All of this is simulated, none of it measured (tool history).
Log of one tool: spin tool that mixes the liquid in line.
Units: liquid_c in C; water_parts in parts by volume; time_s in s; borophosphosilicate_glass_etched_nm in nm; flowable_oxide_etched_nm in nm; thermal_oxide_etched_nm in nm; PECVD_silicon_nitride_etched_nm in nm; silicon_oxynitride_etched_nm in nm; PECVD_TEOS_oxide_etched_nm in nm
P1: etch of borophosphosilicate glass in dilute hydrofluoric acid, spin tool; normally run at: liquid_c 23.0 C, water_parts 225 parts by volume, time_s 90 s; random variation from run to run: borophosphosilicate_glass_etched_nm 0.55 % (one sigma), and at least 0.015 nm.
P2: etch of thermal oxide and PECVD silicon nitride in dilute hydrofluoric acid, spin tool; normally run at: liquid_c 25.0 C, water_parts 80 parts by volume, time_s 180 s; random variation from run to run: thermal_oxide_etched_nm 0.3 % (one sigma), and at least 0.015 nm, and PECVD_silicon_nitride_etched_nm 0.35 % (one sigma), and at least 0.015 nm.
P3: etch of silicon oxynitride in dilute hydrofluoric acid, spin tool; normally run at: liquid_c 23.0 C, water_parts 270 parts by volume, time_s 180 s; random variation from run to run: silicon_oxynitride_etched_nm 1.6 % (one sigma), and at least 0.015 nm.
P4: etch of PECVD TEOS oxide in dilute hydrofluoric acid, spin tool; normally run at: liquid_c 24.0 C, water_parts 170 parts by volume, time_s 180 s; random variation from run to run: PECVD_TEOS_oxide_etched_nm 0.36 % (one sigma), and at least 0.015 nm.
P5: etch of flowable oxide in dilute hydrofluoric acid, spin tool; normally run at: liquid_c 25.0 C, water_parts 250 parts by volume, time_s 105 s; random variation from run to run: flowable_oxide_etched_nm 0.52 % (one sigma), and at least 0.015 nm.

run	hour	process	liquid_c	water_parts	time_s	hours since the thermometer was replaced	hours since the hydrofluoric acid flow meter was replaced	borophosphosilicate_glass_etched_nm	flowable_oxide_etched_nm	thermal_oxide_etched_nm	PECVD_silicon_nitride_etched_nm	silicon_oxynitride_etched_nm	PECVD_TEOS_oxide_etched_nm
1	7.8	P1	23.0	225	90	309.8	1556.0	23.1740					
2	15.5	P1	23.0	225	90	317.5	1563.7	23.1950					
3	21.1	P5	25.0	250	105	323.1	1569.3		15.2090				
4	26.4	P2	25.0	30	180	328.4	1574.6			32.062	29.145		
5	34.0	P3	17.0	270	180	336.0	1582.2					1.1049	
6	42.1	P2	25.0	80	180	344.1	1590.3			11.144	11.076		
7	46.1	P2	25.0	80	335	348.1	1594.3			20.842	20.763		
8	52.5	P1	23.0	75	90	354.5	1600.7	82.7100					
9	60.6	P1	23.0	340	90	362.6	1608.8	13.7790					
10	65.4	P4	24.0	170	60	367.4	1613.6						4.5994
11	72.5	P4	24.0	170	180	374.5	1620.7						13.9160
12	80.1	P1	23.0	65	50	382.1	1628.3	53.7420					
13	85.9	P2	30.0	80	180	387.9	1634.1			13.662	15.360		
14	94.2	P3	23.0	270	355	396.2	1642.4					2.8212	
15	98.9	P4	30.5	170	180	400.9	1647.1						17.6110
16	103.7	P5	17.5	250	105	405.7	1651.9		11.4780				
17	107.6	P5	25.0	365	105	409.6	1655.8		9.2446				
18	114.7	P5	25.0	250	15	416.7	1662.9		2.1957				
19	118.8	P1	23.0	225	130	420.8	1667.0	33.4680					
20	125.2	P1	23.0	225	15	427.2	1673.4	3.8512					
21	133.5	P1	23.0	225	90	435.5	1681.7	23.2310					
22	138.3	P3	23.0	270	180	440.3	1686.5					1.4280	
23	144.6	P3	23.0	455	180	446.6	1692.8					0.7538	
24	151.0	P1	23.0	225	90	453.0	1699.2	23.2170					
25	156.9	P2	25.0	80	180	458.9	1705.1			11.117	11.079		
26	162.0	P5	25.0	250	105	464.0	1710.2		15.2620				
27	166.8	P1	30.0	225	90	468.8	1715.0	29.7250					
28	171.2	P1	23.0	225	90	473.2	1719.4	23.2890					
29	174.8	P1	18.0	225	90	476.8	1723.0	19.1940					
30	179.9	P4	24.0	40	180	481.9	1728.1						69.3560
31	187.0	P1	23.0	225	90	489.0	1735.2	22.9250					
32	190.9	P1	23.0	225	90	492.9	1739.1	23.2970					
33	199.1	P1	23.0	225	90	501.1	1747.3	24.2420					
34	205.8	P1	23.0	225	90	507.8	1754.0	24.5450					
35	212.3	P1	23.0	225	90	514.3	1760.5	24.7950					
36	220.1	P1	23.0	225	90	522.1	1768.3	25.0130					
37	223.7	P1	23.0	225	90	525.7	1771.9	24.8660					
38	231.6	P1	23.0	225	90	533.6	1779.8	24.7780					
39	235.2	P1	23.0	225	90	537.2	1783.4	24.9860					
40	240.1	P1	23.0	225	90	542.1	1788.3	24.9160					
41	243.9	P1	23.0	225	90	545.9	1792.1	25.0610					

What P1 gives has crept away from where it was. These 2 causes fit the log equally well, each at the size given:
A: liquid hotter than its thermometer reads (K) = 2.23
B: hydrofluoric acid flow above the setpoint (%) = 6.81
The creep began at about hour 187.0.

4 check runs are offered, one wafer each, their results left as question marks. Which one tells the causes apart?
check 1	247.7	P3	23.0	270	180							?	
check 2	247.7	P4	24.0	170	180								?
check 3	247.7	P5	25.0	250	105				?				
check 4	247.7	P2	25.0	80	180					?	?		

What each check would give under each cause:
check	result	if A	if B
check 1	silicon_oxynitride_etched_nm	1.5833	1.5548
check 2	PECVD_TEOS_oxide_etched_nm	15.0670	14.9910
check 3	flowable_oxide_etched_nm	16.4510	16.5300
check 4	thermal_oxide_etched_nm	12.168	11.980
check 4	PECVD_silicon_nitride_etched_nm	12.868	11.869
How far apart the two closest causes lie, in the result that separates them most: check 1 1.81 %; check 2 0.51 %; check 3 0.48 %; check 4 8.08 %
Only check 4 tells the causes apart: in the others they would give nearly the same result.

Then check 4 was run and gave: thermal_oxide_etched_nm 12.214 nm; PECVD_silicon_nitride_etched_nm 12.814 nm. Which cause is it?

It is A: liquid hotter than its thermometer reads (K).
